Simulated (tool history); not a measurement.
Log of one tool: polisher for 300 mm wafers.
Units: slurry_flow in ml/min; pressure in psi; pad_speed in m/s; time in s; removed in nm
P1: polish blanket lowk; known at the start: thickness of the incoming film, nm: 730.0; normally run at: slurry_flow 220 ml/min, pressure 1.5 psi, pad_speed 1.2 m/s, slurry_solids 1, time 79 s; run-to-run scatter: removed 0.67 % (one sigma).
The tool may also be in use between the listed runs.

run 1 day=0.333 | slurry_flow=220 pressure=1.5 pad_speed=1.2 slurry_solids=1 time=79 | removed=29.461
run 2 day=0.7 | slurry_flow=335 pressure=1.5 pad_speed=1.2 slurry_solids=1 time=79 | removed=30.663
run 3 day=1.267 | slurry_flow=220 pressure=0.7 pad_speed=1.2 slurry_solids=1 time=79 | removed=13.6
run 4 day=1.821 | slurry_flow=220 pressure=1.5 pad_speed=1.2 slurry_solids=1 time=79 | removed=29.677
run 5 day=2.475 | slurry_flow=220 pressure=1.5 pad_speed=1.2 slurry_solids=1 time=122 | removed=45.195
run 6 day=2.862 | slurry_flow=220 pressure=1.5 pad_speed=1.2 slurry_solids=1 time=53 | removed=19.718
run 7 day=3.196 | slurry_flow=220 pressure=1.5 pad_speed=1.2 slurry_solids=1 time=79 | removed=29.436
-- day=3.246 head pressure recalibrated
run 8 day=3.604 | slurry_flow=220 pressure=1.5 pad_speed=1.2 slurry_solids=1.25 time=79 | removed=32.282
run 9 day=4.046 | slurry_flow=220 pressure=1.5 pad_speed=1.2 slurry_solids=1 time=79 | removed=29.195
run 10 day=4.596 | slurry_flow=220 pressure=2.1 pad_speed=1.2 slurry_solids=1 time=79 | removed=41.465
-- day=4.704 conditioning disc replaced and pad reconditioned
run 11 day=5.212 | slurry_flow=220 pressure=1.5 pad_speed=1.2 slurry_solids=1 time=79 | removed=29.364
run 12 day=5.558 | slurry_flow=220 pressure=1.5 pad_speed=1.54 slurry_solids=1 time=79 | removed=35.727
-- day=5.838 slurry blender recalibrated
run 13 day=6.012 | slurry_flow=220 pressure=1.5 pad_speed=1.2 slurry_solids=0.5 time=79 | removed=20.229
run 14 day=6.396 | slurry_flow=220 pressure=1.5 pad_speed=1.2 slurry_solids=1 time=79 | removed=29.376
run 15 day=7.142 | slurry_flow=220 pressure=1.5 pad_speed=1.2 slurry_solids=0.8 time=41 | removed=13.71
run 16 day=7.529 | slurry_flow=130 pressure=1.5 pad_speed=1.2 slurry_solids=1 time=79 | removed=26.965
run 17 day=7.942 | slurry_flow=220 pressure=1.5 pad_speed=0.6 slurry_solids=1 time=79 | removed=16.702
run 18 day=8.646 | slurry_flow=220 pressure=1.5 pad_speed=1.2 slurry_solids=1 time=79 | removed=29.531
run 19 day=9.125 | slurry_flow=220 pressure=1.5 pad_speed=1.2 slurry_solids=1 time=79 | removed=28.537
run 20 day=9.704 | slurry_flow=220 pressure=1.5 pad_speed=1.2 slurry_solids=1 time=79 | removed=28.15
run 21 day=10.083 | slurry_flow=220 pressure=1.5 pad_speed=1.2 slurry_solids=1 time=79 | removed=28.066
-- day=10.612 head pressure recalibrated
run 22 day=10.625 | slurry_flow=220 pressure=1.5 pad_speed=1.2 slurry_solids=1 time=79 | removed=27.349
run 23 day=11.017 | slurry_flow=220 pressure=1.5 pad_speed=1.2 slurry_solids=1 time=79 | removed=27.001
run 24 day=11.721 | slurry_flow=220 pressure=1.5 pad_speed=1.2 slurry_solids=1 time=79 | removed=27.622
-- day=11.896 conditioning disc replaced and pad reconditioned
-- day=11.992 slurry nozzle cleaned
run 25 day=12.262 | slurry_flow=220 pressure=1.5 pad_speed=1.2 slurry_solids=1 time=79 | removed=26.765
run 26 day=12.742 | slurry_flow=220 pressure=1.5 pad_speed=1.2 slurry_solids=1 time=79 | removed=27.267
run 27 day=13.425 | slurry_flow=220 pressure=1.5 pad_speed=1.2 slurry_solids=1 time=79 | removed=26.835
run 28 day=14.096 | slurry_flow=220 pressure=1.5 pad_speed=1.2 slurry_solids=1 time=79 | removed=27.054

What P1 gives has crept away from where it was. These 2 causes fit the log equally well, each at the size given:
A: abrasive missing from the slurry, % = 16.5
B: removal rate lost through wear of the pad, % = 8.25
The creep began at about day 8.646.
Why every other cause is out:
slurry flow missing at the pad, %: serviced at day 11.992, which brought nothing back
head's pressure below its setpoint, %: serviced at day 10.612, which brought nothing back
time polished since the conditioner stopped cutting, s: serviced at day 11.896, which brought nothing back

4 check runs are offered, each on 3 wafers whose results are averaged, their results left as question marks. Which one tells the causes apart?
run check 1 day=14.767 | slurry_flow=220 pressure=0.8 pad_speed=0.62 slurry_solids=1 time=79 | removed=?
run check 2 day=14.767 | slurry_flow=220 pressure=2 pad_speed=1.2 slurry_solids=1 time=79 | removed=?
run check 3 day=14.767 | slurry_flow=220 pressure=1.5 pad_speed=0.84 slurry_solids=0.5 time=79 | removed=?
run check 4 day=14.767 | slurry_flow=130 pressure=2 pad_speed=1.2 slurry_solids=1 time=79 | removed=?

What each check would give under each cause:
check=check_1 result=removed if_A=8.485 if_B=8.4842
check=check_2 result=removed if_A=35.977 if_B=35.974
check=check_3 result=removed if_A=13.527 if_B=13.944
check=check_4 result=removed if_A=33.149 if_B=33.146
How far apart the two closest causes lie, in the result that separates them most: check 1 0.01 %; check 2 0.01 %; check 3 3.03 %; check 4 0.01 %
Only check 3 tells the causes apart: in the others they would give nearly the same result.

Then check 3 was run and gave: removed 13.886 nm. Which cause is it?

It is B: removal rate lost through wear of the pad, %.

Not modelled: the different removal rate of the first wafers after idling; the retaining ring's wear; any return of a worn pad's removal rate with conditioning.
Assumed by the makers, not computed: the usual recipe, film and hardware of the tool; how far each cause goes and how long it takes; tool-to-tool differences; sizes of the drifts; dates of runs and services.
